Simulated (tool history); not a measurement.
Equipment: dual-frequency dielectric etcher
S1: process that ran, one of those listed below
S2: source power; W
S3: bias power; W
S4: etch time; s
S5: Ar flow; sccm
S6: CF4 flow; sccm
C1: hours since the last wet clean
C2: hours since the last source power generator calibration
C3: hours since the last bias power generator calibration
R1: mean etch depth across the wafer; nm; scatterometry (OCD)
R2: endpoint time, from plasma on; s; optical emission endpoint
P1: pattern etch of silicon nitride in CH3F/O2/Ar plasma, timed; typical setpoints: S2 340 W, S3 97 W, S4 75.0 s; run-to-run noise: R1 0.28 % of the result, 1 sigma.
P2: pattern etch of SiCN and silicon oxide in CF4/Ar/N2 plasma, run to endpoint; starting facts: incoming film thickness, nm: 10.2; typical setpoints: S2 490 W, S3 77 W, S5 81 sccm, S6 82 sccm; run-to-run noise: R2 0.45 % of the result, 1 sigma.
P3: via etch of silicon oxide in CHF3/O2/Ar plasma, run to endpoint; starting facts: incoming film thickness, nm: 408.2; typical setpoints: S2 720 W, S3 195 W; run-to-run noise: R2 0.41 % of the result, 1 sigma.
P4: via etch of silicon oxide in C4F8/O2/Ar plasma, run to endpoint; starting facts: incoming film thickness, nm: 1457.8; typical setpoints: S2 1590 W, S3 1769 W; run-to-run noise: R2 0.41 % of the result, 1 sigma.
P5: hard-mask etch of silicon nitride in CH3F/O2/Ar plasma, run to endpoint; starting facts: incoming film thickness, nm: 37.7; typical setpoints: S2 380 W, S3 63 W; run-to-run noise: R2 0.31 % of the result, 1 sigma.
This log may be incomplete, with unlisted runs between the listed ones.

run	hour	S1	S2	S3	S4	S5	S6	C1	C2	C3	R1	R2
1	16.0	P1	340	97	75.0			319.8	2313.9	682.7	54.486	
2	29.0	P5	380	63				332.8	2326.9	695.7		57.1960
3	43.2	P5	540	63				347.0	2341.1	709.9		49.9200
4	55.5	P2	490	77		60	82	359.3	2353.4	722.2		9.5538
5	70.4	P2	310	77		81	82	374.2	2368.3	737.1		14.8230
6	82.3	P3	720	195				386.1	2380.2	749.0		191.8100
7	96.7	P2	490	77		81	82	400.5	2394.6	763.4		9.8402
8	112.9	P2	490	77		81	111	416.7	2410.8	779.6		9.4930
9	126.1	P1	340	97	75.0			429.9	2424.0	792.8	54.729	
10	140.5	P1	220	97	75.0			444.3	2438.4	807.2	46.684	
11	150.7	P3	440	195				454.5	2448.6	817.4		231.9000
12	163.8	P1	340	62	75.0			467.6	2461.7	830.5	46.824	
13	173.6	P1	340	97	75.0			477.4	2471.5	840.3	54.540	
14	184.8	P2	490	77		81	82	488.6	2482.7	851.5		9.9068
15	194.6	P3	720	275				498.4	2492.5	861.3		169.5000
16	208.4	P1	340	128	57.0			512.2	2506.3	875.1	46.096	
17	216.1	P1	340	97	50.5			519.9	2514.0	882.8	36.813	
18	226.1	P4	2000	1769				529.9	2524.0	892.8		293.4800
19	239.1	P1	340	97	75.0			542.9	2537.0	905.8	54.474	
20	249.0	P1	450	97	75.0			552.8	2546.9	915.7	60.723	
21	265.0	P1	340	127	75.0			568.8	2562.9	931.7	60.632	
22	275.9	P5	380	41				579.7	2573.8	942.6		65.7030
23	287.1	P4	1590	1769				590.9	2585.0	953.8		321.1100
24	296.8	P1	340	97	96.0			600.6	2594.7	963.5	70.235	
25	311.5	P2	490	47		81	82	615.3	2609.4	978.2		11.5480
26	321.5	P4	1590	1119				625.3	2619.4	988.2		362.0900
27	329.3	P1	340	97	75.0			633.1	2627.2	996.0	54.618	
28	340.1	P1	340	97	75.0			643.9	2638.0	1006.8	54.961	
29	348.0	P1	340	97	75.0			651.8	2645.9	1014.7	55.407	
30	356.9	P1	340	97	75.0			660.7	2654.8	1023.6	55.161	
31	364.7	P1	340	97	75.0			668.5	2662.6	1031.4	55.406	
32	374.7	P1	340	97	75.0			678.5	2672.6	1041.4	55.219	
# hour 375.7: wet clean of the chamber
33	382.1	P1	340	97	75.0			6.5	2680.0	1048.8	55.406	
34	391.5	P1	340	97	75.0			15.9	2689.4	1058.2	55.710	
35	404.8	P1	340	97	75.0			29.2	2702.7	1071.5	55.286	

What P1 gives has crept off from where it sat before. The 2 causes that follow fit the log equally well, each at the size noted:
A: bias power that arrives over what is set, % = 4.18
B: source power that arrives over what is set, % = 4.17
Creep in the process output first set in at about hour 329.3.
The rest of the possible causes, and what rules out each one:
chamber walls in a state that raises the etch rate, %: maintenance at hour 375.7, after the shift began, did not return the process to its former output

Which of the 4 check runs listed below, each an average over 2 wafers with its results shown as question marks, gives clearly different results under the different listed causes?
check 1	418.1	P4	1590	1457								?
check 2	418.1	P3	470	264								?
check 3	418.1	P2	490	77		69	110					?
check 4	418.1	P5	500	47								?

How each check would come out, cause by cause:
check	result	if A	if B
check 1	R2	334.9700	333.1600
check 2	R2	199.8700	199.8300
check 3	R2	9.2697	9.0506
check 4	R2	55.9450	55.7380
Minimum pairwise separation of causes per check, each pair taken at its best-separating result: check 1 0.54 %; check 2 0.02 %; check 3 2.39 %; check 4 0.37 %
Only check 3 tells the causes apart: in the others they would give nearly the same result.

Check 3 has now been run. It gave: R2 9.0208 s. Which of the candidate causes is it?

B is the cause: source power that arrives over what is set, %.

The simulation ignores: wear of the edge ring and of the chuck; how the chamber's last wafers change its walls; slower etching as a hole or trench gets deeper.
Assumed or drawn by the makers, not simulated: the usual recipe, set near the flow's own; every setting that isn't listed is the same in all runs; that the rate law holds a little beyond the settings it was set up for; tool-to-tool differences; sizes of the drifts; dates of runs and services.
